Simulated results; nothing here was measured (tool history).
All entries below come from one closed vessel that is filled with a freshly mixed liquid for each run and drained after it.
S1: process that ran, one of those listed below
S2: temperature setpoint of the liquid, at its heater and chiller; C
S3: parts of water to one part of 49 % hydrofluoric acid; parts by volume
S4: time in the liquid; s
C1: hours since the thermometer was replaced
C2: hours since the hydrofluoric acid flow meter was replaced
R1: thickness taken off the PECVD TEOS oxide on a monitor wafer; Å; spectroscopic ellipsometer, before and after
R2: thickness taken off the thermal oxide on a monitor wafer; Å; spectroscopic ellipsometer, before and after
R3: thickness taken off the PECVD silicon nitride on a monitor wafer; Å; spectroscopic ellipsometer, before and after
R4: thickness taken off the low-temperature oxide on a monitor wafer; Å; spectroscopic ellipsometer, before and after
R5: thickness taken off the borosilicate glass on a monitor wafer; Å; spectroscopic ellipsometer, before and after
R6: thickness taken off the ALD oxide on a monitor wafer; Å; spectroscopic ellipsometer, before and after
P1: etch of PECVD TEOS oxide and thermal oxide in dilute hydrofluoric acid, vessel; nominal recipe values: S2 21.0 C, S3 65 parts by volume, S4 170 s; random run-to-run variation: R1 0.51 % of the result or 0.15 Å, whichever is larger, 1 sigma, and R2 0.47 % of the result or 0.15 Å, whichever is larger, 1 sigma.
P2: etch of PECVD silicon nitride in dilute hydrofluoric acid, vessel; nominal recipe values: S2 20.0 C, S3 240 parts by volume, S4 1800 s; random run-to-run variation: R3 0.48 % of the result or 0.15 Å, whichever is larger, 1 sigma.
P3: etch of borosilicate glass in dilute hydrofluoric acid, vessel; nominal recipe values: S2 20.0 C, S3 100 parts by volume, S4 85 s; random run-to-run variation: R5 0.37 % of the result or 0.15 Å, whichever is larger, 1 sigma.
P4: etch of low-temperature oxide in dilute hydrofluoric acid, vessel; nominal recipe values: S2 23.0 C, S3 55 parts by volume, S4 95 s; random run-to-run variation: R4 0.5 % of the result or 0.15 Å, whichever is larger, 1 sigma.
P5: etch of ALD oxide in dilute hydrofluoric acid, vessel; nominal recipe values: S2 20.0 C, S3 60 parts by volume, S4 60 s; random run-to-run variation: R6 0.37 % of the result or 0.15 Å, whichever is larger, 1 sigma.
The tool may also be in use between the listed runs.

run	hour	S1	S2	S3	S4	C1	C2	R1	R2	R3	R4	R5	R6
1	10.3	P1	21.0	65	170	777.0	125.9	391.57	111.780				
2	17.1	P1	21.0	65	300	783.8	132.7	688.29	199.410				
3	25.9	P2	20.0	385	1800	792.6	141.5			213.11			
4	39.6	P4	23.0	105	95	806.3	155.2				112.240		
5	47.2	P4	23.0	55	95	813.9	162.8				229.030		
6	54.7	P4	23.0	55	95	821.4	170.3				228.220		
7	64.5	P3	20.0	100	85	831.2	180.1					305.04	
8	73.3	P1	25.5	65	170	840.0	188.9	473.12	134.670				
9	87.1	P5	20.0	60	60	853.8	202.7						229.61
10	99.6	P1	21.0	65	170	866.3	215.2	392.21	111.840				
11	108.6	P2	20.0	240	1800	875.3	224.2			336.77			
12	120.1	P1	17.0	65	170	886.8	235.7	332.25	94.087				
13	129.4	P1	21.0	100	170	896.1	245.0	245.23	70.561				
14	142.7	P5	20.0	20	60	909.4	258.3						728.74
15	149.5	P2	20.0	240	1005	916.2	265.1			186.60			
16	163.6	P1	21.0	65	170	930.3	279.2	393.12	112.250				
17	177.0	P5	20.0	60	30	943.7	292.6						115.66
18	184.5	P1	21.0	30	170	951.2	300.1	888.74	252.520				
19	190.7	P4	17.0	55	95	957.4	306.3				177.400		
20	200.2	P3	20.0	45	85	966.9	315.8					732.97	
21	213.8	P5	20.0	60	60	980.5	329.4						230.82
22	226.0	P4	23.0	55	30	992.7	341.6				72.216		
23	238.2	P1	21.0	65	55	1004.9	353.8	126.85	36.381				
24	244.3	P2	17.0	240	1800	1011.0	359.9			277.00			
25	251.9	P1	26.0	65	305	1018.6	367.5	863.29	245.580				
26	262.5	P5	17.0	60	60	1029.2	378.1						203.05
27	270.1	P3	20.0	100	30	1036.8	385.7					108.88	
28	278.2	P1	21.0	65	170	1044.9	393.8	389.80	112.040				

Forecast run 29:
29	291.3	P1	21.0	65	170	1058.0	406.9	?	?				

R1: 391.14 Å
R2: 112.670 Å
